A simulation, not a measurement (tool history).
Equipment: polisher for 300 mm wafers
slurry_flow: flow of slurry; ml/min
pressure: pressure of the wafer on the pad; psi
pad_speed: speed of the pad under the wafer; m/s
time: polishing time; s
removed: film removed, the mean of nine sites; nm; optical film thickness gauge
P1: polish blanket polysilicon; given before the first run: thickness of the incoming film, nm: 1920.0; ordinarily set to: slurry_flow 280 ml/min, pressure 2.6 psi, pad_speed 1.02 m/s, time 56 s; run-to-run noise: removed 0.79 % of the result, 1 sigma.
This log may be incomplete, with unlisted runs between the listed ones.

run    day  slurry_flow  pressure  pad_speed  time  removed
  1  0.404          280       2.6       1.02    56   524.49
  2  0.821          170       2.6       1.02    28   247.07
  3  1.075          280       2.6       1.02    86   796.41
  4  1.354          280       2.6       1.02    56   529.75
  5  1.592          175       2.6       1.02    72   636.28
  6  1.962          170       2.6       1.02    56   497.31
  7  2.167          280       2.6       1.02    27   254.87
  8  2.625          280       2.6       1.02    56    524.9
  9  2.938          280       2.6       0.46    56   238.31
 10  3.146          440       2.6       1.02    56   544.15
 11   3.35          280       2.6       1.02    56   527.34
 12  3.654          280       2.6       1.02    56   523.39
 13  4.042          280       2.6       1.02    56   518.67
 14  4.504          280         4       1.02    56   814.01
 15  4.858          280       2.6       1.58    56    814.5
 16  5.221          280       3.6       1.46    56   1041.9
 17  5.588          280       1.3       1.02    56   259.41
 18  5.875          280       2.6       1.02    56   521.93
 19  6.338          280       2.6       1.02    56   513.67

Forecast run 20:
 20  6.708          280       2.6       1.02    56        ?

{"run 20": {"removed": 512.74}}

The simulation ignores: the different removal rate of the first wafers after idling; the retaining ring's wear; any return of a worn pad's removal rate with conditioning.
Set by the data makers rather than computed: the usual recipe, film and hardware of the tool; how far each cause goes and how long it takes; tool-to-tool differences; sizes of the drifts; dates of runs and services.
